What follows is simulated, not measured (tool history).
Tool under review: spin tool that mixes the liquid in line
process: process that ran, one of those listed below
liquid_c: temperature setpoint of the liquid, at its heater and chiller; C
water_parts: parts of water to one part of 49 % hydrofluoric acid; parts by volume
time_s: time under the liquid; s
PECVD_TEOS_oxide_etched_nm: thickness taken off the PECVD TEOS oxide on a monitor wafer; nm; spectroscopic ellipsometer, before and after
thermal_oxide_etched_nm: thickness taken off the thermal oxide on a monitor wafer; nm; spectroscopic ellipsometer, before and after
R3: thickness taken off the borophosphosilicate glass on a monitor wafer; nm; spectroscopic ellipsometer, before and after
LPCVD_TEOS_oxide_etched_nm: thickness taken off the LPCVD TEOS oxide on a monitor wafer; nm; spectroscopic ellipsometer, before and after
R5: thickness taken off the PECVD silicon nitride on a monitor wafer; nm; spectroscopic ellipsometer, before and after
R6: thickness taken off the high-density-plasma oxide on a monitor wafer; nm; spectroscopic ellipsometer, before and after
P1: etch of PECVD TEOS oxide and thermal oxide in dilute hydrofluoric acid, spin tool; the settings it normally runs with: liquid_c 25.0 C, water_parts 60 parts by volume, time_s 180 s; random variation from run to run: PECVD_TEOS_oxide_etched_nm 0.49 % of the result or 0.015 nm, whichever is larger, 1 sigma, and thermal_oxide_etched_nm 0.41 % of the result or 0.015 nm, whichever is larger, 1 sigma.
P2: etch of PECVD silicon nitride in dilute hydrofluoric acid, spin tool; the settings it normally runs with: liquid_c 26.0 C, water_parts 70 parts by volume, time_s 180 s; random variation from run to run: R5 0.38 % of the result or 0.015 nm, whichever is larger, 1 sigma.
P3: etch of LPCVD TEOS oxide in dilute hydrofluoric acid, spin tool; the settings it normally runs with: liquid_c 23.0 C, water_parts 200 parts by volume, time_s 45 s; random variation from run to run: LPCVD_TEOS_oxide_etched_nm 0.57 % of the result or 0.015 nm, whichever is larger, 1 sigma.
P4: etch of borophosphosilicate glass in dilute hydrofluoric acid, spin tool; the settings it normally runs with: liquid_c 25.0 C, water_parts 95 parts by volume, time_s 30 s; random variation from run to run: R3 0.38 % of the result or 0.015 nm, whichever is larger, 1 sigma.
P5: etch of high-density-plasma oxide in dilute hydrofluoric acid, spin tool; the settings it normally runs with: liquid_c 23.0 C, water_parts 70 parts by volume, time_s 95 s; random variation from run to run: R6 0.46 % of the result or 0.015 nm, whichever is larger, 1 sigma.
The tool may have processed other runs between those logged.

{"run": 1, "hour": 9.6, "process": "P1", "liquid_c": 25.0, "water_parts": 60, "time_s": 180, "PECVD_TEOS_oxide_etched_nm": 35.407, "thermal_oxide_etched_nm": 15.427}
{"run": 2, "hour": 22.9, "process": "P1", "liquid_c": 25.0, "water_parts": 60, "time_s": 320, "PECVD_TEOS_oxide_etched_nm": 62.678, "thermal_oxide_etched_nm": 27.277}
{"run": 3, "hour": 36.0, "process": "P4", "liquid_c": 25.0, "water_parts": 95, "time_s": 30, "R3": 12.824}
{"run": 4, "hour": 48.3, "process": "P4", "liquid_c": 21.0, "water_parts": 95, "time_s": 30, "R3": 10.908}
{"run": 5, "hour": 56.3, "process": "P4", "liquid_c": 25.0, "water_parts": 95, "time_s": 30, "R3": 12.853}
{"run": 6, "hour": 65.9, "process": "P3", "liquid_c": 23.0, "water_parts": 200, "time_s": 45, "LPCVD_TEOS_oxide_etched_nm": 7.7498}
{"run": 7, "hour": 73.8, "process": "P1", "liquid_c": 25.0, "water_parts": 60, "time_s": 180, "PECVD_TEOS_oxide_etched_nm": 35.303, "thermal_oxide_etched_nm": 15.423}
{"run": 8, "hour": 87.0, "process": "P1", "liquid_c": 25.0, "water_parts": 60, "time_s": 180, "PECVD_TEOS_oxide_etched_nm": 35.359, "thermal_oxide_etched_nm": 15.291}
{"run": 9, "hour": 97.8, "process": "P4", "liquid_c": 25.0, "water_parts": 95, "time_s": 15, "R3": 6.4102}
{"run": 10, "hour": 106.0, "process": "P1", "liquid_c": 25.0, "water_parts": 20, "time_s": 180, "PECVD_TEOS_oxide_etched_nm": 112.24, "thermal_oxide_etched_nm": 48.702}
{"run": 11, "hour": 118.1, "process": "P2", "liquid_c": 26.0, "water_parts": 100, "time_s": 180, "R5": 5.4871}
{"run": 12, "hour": 126.5, "process": "P1", "liquid_c": 25.0, "water_parts": 90, "time_s": 180, "PECVD_TEOS_oxide_etched_nm": 22.723, "thermal_oxide_etched_nm": 9.8317}
{"run": 13, "hour": 139.5, "process": "P2", "liquid_c": 26.0, "water_parts": 70, "time_s": 15, "R5": 0.64821}
{"run": 14, "hour": 150.8, "process": "P1", "liquid_c": 25.0, "water_parts": 20, "time_s": 95, "PECVD_TEOS_oxide_etched_nm": 58.92, "thermal_oxide_etched_nm": 25.892}
{"run": 15, "hour": 161.7, "process": "P5", "liquid_c": 23.0, "water_parts": 70, "time_s": 20, "R6": 1.4532}
{"run": 16, "hour": 172.8, "process": "P2", "liquid_c": 26.0, "water_parts": 70, "time_s": 180, "R5": 7.81}
{"run": 17, "hour": 183.6, "process": "P3", "liquid_c": 23.0, "water_parts": 200, "time_s": 80, "LPCVD_TEOS_oxide_etched_nm": 13.799}
{"run": 18, "hour": 195.3, "process": "P2", "liquid_c": 34.0, "water_parts": 70, "time_s": 180, "R5": 13.111}
{"run": 19, "hour": 202.5, "process": "P1", "liquid_c": 18.5, "water_parts": 60, "time_s": 180, "PECVD_TEOS_oxide_etched_nm": 26.921, "thermal_oxide_etched_nm": 11.791}
{"run": 20, "hour": 215.2, "process": "P5", "liquid_c": 23.0, "water_parts": 70, "time_s": 95, "R6": 6.8572}
{"run": 21, "hour": 226.0, "process": "P5", "liquid_c": 17.0, "water_parts": 70, "time_s": 95, "R6": 5.3748}
{"run": 22, "hour": 237.2, "process": "P4", "liquid_c": 25.0, "water_parts": 170, "time_s": 30, "R3": 6.5328}
{"hour": 244.0, "done": "hydrofluoric acid flow meter replaced"}
{"run": 23, "hour": 244.9, "process": "P5", "liquid_c": 23.0, "water_parts": 20, "time_s": 95, "R6": 25.571}
{"run": 24, "hour": 259.3, "process": "P3", "liquid_c": 31.5, "water_parts": 200, "time_s": 45, "LPCVD_TEOS_oxide_etched_nm": 10.494}
{"run": 25, "hour": 268.6, "process": "P1", "liquid_c": 25.0, "water_parts": 60, "time_s": 30, "PECVD_TEOS_oxide_etched_nm": 5.8698, "thermal_oxide_etched_nm": 2.5797}
{"run": 26, "hour": 281.5, "process": "P1", "liquid_c": 29.0, "water_parts": 60, "time_s": 180, "PECVD_TEOS_oxide_etched_nm": 41.202, "thermal_oxide_etched_nm": 18.193}
{"run": 27, "hour": 288.6, "process": "P3", "liquid_c": 23.0, "water_parts": 40, "time_s": 45, "LPCVD_TEOS_oxide_etched_nm": 47.087}
{"run": 28, "hour": 302.9, "process": "P1", "liquid_c": 25.0, "water_parts": 60, "time_s": 180, "PECVD_TEOS_oxide_etched_nm": 35.38, "thermal_oxide_etched_nm": 15.385}
{"run": 29, "hour": 311.8, "process": "P1", "liquid_c": 25.0, "water_parts": 60, "time_s": 180, "PECVD_TEOS_oxide_etched_nm": 35.112, "thermal_oxide_etched_nm": 15.413}
{"run": 30, "hour": 325.4, "process": "P1", "liquid_c": 25.0, "water_parts": 60, "time_s": 180, "PECVD_TEOS_oxide_etched_nm": 35.472, "thermal_oxide_etched_nm": 15.412}
{"run": 31, "hour": 336.3, "process": "P1", "liquid_c": 25.0, "water_parts": 60, "time_s": 180, "PECVD_TEOS_oxide_etched_nm": 36.283, "thermal_oxide_etched_nm": 15.767}
{"run": 32, "hour": 346.6, "process": "P1", "liquid_c": 25.0, "water_parts": 60, "time_s": 180, "PECVD_TEOS_oxide_etched_nm": 36.806, "thermal_oxide_etched_nm": 16.051}
{"run": 33, "hour": 354.2, "process": "P1", "liquid_c": 25.0, "water_parts": 60, "time_s": 180, "PECVD_TEOS_oxide_etched_nm": 36.928, "thermal_oxide_etched_nm": 16.128}
{"run": 34, "hour": 361.1, "process": "P1", "liquid_c": 25.0, "water_parts": 60, "time_s": 180, "PECVD_TEOS_oxide_etched_nm": 37.34, "thermal_oxide_etched_nm": 16.232}
{"run": 35, "hour": 368.7, "process": "P1", "liquid_c": 25.0, "water_parts": 60, "time_s": 180, "PECVD_TEOS_oxide_etched_nm": 37.571, "thermal_oxide_etched_nm": 16.386}

What will run 36 give?
{"run": 36, "hour": 377.3, "process": "P1", "liquid_c": 25.0, "water_parts": 60, "time_s": 180, "PECVD_TEOS_oxide_etched_nm": "?", "thermal_oxide_etched_nm": "?"}

{"run 36": {"PECVD_TEOS_oxide_etched_nm": 37.888, "thermal_oxide_etched_nm": 16.478}}

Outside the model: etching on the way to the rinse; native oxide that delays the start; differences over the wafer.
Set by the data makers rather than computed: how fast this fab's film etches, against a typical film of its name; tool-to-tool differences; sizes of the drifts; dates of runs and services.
